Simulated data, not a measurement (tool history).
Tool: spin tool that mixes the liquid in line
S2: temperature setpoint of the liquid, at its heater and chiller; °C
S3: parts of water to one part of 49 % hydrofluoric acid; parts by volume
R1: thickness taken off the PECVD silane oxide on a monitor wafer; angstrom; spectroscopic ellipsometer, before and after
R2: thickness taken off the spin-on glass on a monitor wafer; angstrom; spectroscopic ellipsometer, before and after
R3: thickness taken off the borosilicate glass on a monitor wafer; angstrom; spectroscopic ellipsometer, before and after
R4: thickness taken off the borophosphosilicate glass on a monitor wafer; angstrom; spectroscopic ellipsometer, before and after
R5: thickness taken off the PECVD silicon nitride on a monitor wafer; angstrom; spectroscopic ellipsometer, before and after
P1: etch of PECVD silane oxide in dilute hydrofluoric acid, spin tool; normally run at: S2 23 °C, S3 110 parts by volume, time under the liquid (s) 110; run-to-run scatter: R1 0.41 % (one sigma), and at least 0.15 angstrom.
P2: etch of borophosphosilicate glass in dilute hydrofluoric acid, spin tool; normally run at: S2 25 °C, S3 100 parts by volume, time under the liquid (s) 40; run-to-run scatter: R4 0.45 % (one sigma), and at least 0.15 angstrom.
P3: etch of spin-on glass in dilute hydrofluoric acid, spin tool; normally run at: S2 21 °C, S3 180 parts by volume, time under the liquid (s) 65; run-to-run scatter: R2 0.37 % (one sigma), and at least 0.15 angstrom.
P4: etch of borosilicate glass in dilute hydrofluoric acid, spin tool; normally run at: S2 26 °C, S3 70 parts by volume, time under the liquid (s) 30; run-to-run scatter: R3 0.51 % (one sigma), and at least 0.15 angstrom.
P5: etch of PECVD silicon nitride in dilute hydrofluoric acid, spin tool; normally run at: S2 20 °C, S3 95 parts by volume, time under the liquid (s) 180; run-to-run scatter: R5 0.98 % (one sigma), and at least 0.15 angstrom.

{"run": 1, "hour": 6.9, "process that ran": "P1", "S2": 23, "S3": 110, "time under the liquid (s)": 110, "R1": 480.35}
{"run": 2, "hour": 14.8, "process that ran": "P3", "S2": 21, "S3": 180, "time under the liquid (s)": 115, "R2": 223.5}
{"run": 3, "hour": 23.3, "process that ran": "P1", "S2": 23, "S3": 195, "time under the liquid (s)": 110, "R1": 247.68}
{"run": 4, "hour": 30.3, "process that ran": "P4", "S2": 26, "S3": 70, "time under the liquid (s)": 15, "R3": 97.322}
{"run": 5, "hour": 37.3, "process that ran": "P1", "S2": 23, "S3": 35, "time under the liquid (s)": 110, "R1": 1656}
{"run": 6, "hour": 44.0, "process that ran": "P2", "S2": 25, "S3": 100, "time under the liquid (s)": 40, "R4": 220.38}
{"run": 7, "hour": 51.1, "process that ran": "P1", "S2": 23, "S3": 110, "time under the liquid (s)": 110, "R1": 488.19}
{"run": 8, "hour": 57.9, "process that ran": "P2", "S2": 25, "S3": 100, "time under the liquid (s)": 15, "R4": 82.517}
{"run": 9, "hour": 69.1, "process that ran": "P5", "S2": 20, "S3": 95, "time under the liquid (s)": 85, "R5": 11.612}
{"run": 10, "hour": 82.1, "process that ran": "P4", "S2": 26, "S3": 70, "time under the liquid (s)": 30, "R3": 192.84}
{"run": 11, "hour": 89.4, "process that ran": "P1", "S2": 23, "S3": 60, "time under the liquid (s)": 70, "R1": 602.64}
{"run": 12, "hour": 100.2, "process that ran": "P1", "S2": 17, "S3": 20, "time under the liquid (s)": 110, "R1": 2288}
{"run": 13, "hour": 112.9, "process that ran": "P4", "S2": 17.5, "S3": 70, "time under the liquid (s)": 30, "R3": 134.65}
{"run": 14, "hour": 121.2, "process that ran": "P1", "S2": 19, "S3": 110, "time under the liquid (s)": 110, "R1": 410.34}
{"run": 15, "hour": 132.9, "process that ran": "P5", "S2": 20, "S3": 95, "time under the liquid (s)": 180, "R5": 24.644}
{"run": 16, "hour": 142.7, "process that ran": "P1", "S2": 29.5, "S3": 145, "time under the liquid (s)": 110, "R1": 448.95}
{"run": 17, "hour": 153.3, "process that ran": "P2", "S2": 31.5, "S3": 100, "time under the liquid (s)": 40, "R4": 280.39}
{"run": 18, "hour": 159.9, "process that ran": "P5", "S2": 27.5, "S3": 95, "time under the liquid (s)": 180, "R5": 41.237}
{"run": 19, "hour": 167.7, "process that ran": "P3", "S2": 21, "S3": 320, "time under the liquid (s)": 65, "R2": 61.769}
{"run": 20, "hour": 175.0, "process that ran": "P1", "S2": 23, "S3": 110, "time under the liquid (s)": 110, "R1": 477.65}
{"run": 21, "hour": 188.7, "process that ran": "P1", "S2": 30.5, "S3": 110, "time under the liquid (s)": 110, "R1": 644.71}
{"run": 22, "hour": 201.8, "process that ran": "P1", "S2": 23, "S3": 110, "time under the liquid (s)": 25, "R1": 110.02}
{"run": 23, "hour": 209.4, "process that ran": "P1", "S2": 23, "S3": 110, "time under the liquid (s)": 110, "R1": 477.26}
{"run": 24, "hour": 220.5, "process that ran": "P1", "S2": 23, "S3": 110, "time under the liquid (s)": 110, "R1": 485.8}
{"run": 25, "hour": 230.1, "process that ran": "P5", "S2": 20, "S3": 150, "time under the liquid (s)": 180, "R5": 15.926}
{"run": 26, "hour": 243.0, "process that ran": "P1", "S2": 23, "S3": 110, "time under the liquid (s)": 210, "R1": 926.45}
{"run": 27, "hour": 254.9, "process that ran": "P4", "S2": 26, "S3": 70, "time under the liquid (s)": 30, "R3": 192.17}
{"run": 28, "hour": 263.7, "process that ran": "P3", "S2": 26, "S3": 180, "time under the liquid (s)": 65, "R2": 152.02}
{"run": 29, "hour": 274.6, "process that ran": "P4", "S2": 26, "S3": 120, "time under the liquid (s)": 30, "R3": 106.07}
{"run": 30, "hour": 288.1, "process that ran": "P3", "S2": 21, "S3": 180, "time under the liquid (s)": 65, "R2": 125.19}
{"run": 31, "hour": 297.1, "process that ran": "P1", "S2": 23, "S3": 110, "time under the liquid (s)": 110, "R1": 483.14}
{"run": 32, "hour": 303.1, "process that ran": "P2", "S2": 25, "S3": 170, "time under the liquid (s)": 40, "R4": 119.77}
{"run": 33, "hour": 316.4, "process that ran": "P1", "S2": 23, "S3": 110, "time under the liquid (s)": 110, "R1": 481.14}
{"run": 34, "hour": 330.1, "process that ran": "P1", "S2": 23, "S3": 110, "time under the liquid (s)": 110, "R1": 487.52}
{"run": 35, "hour": 342.2, "process that ran": "P1", "S2": 23, "S3": 110, "time under the liquid (s)": 110, "R1": 465.72}
{"run": 36, "hour": 348.9, "process that ran": "P1", "S2": 23, "S3": 110, "time under the liquid (s)": 110, "R1": 458.79}
{"run": 37, "hour": 356.5, "process that ran": "P1", "S2": 23, "S3": 110, "time under the liquid (s)": 110, "R1": 451.91}
{"run": 38, "hour": 366.0, "process that ran": "P1", "S2": 23, "S3": 110, "time under the liquid (s)": 110, "R1": 449.28}
{"run": 39, "hour": 378.3, "process that ran": "P1", "S2": 23, "S3": 110, "time under the liquid (s)": 110, "R1": 443.04}
{"run": 40, "hour": 386.9, "process that ran": "P1", "S2": 23, "S3": 110, "time under the liquid (s)": 110, "R1": 441.64}
{"run": 41, "hour": 399.1, "process that ran": "P1", "S2": 23, "S3": 110, "time under the liquid (s)": 110, "R1": 440.44}
{"run": 42, "hour": 412.0, "process that ran": "P1", "S2": 23, "S3": 110, "time under the liquid (s)": 110, "R1": 437.35}
{"run": 43, "hour": 425.2, "process that ran": "P1", "S2": 23, "S3": 110, "time under the liquid (s)": 110, "R1": 435.02}
{"run": 44, "hour": 431.6, "process that ran": "P1", "S2": 23, "S3": 110, "time under the liquid (s)": 110, "R1": 439.33}

What P1 gives has crept away from where it was. These 2 causes fit the log equally well, each at the size given:
A: hydrofluoric acid flow below the setpoint (%) = 8.25
B: liquid colder than its thermometer reads (K) = 2.44
The creep began at about hour 330.1.

4 check runs are offered, one wafer each, their results left as question marks. Which one tells the causes apart?
{"run": "check 1", "hour": 438.0, "process that ran": "P4", "S2": 26, "S3": 70, "time under the liquid (s)": 30, "R3": "?"}
{"run": "check 2", "hour": 438.0, "process that ran": "P2", "S2": 25, "S3": 100, "time under the liquid (s)": 40, "R4": "?"}
{"run": "check 3", "hour": 438.0, "process that ran": "P3", "S2": 21, "S3": 180, "time under the liquid (s)": 65, "R2": "?"}
{"run": "check 4", "hour": 438.0, "process that ran": "P5", "S2": 20, "S3": 95, "time under the liquid (s)": 180, "R5": "?"}

What each check would give under each cause:
check=check_1 result=R3 if_A=175.7 if_B=175.05
check=check_2 result=R4 if_A=199.74 if_B=199.83
check=check_3 result=R2 if_A=113.45 if_B=114.26
check=check_4 result=R5 if_A=22.859 if_B=21.016
How far apart the two closest causes lie, in the result that separates them most: check 1 0.37 %; check 2 0.05 %; check 3 0.7 %; check 4 8.41 %
Only check 4 tells the causes apart: in the others they would give nearly the same result.

Check 4 was then run and gave: R5 20.989 angstrom. Which cause is it?

It is B: liquid colder than its thermometer reads (K).
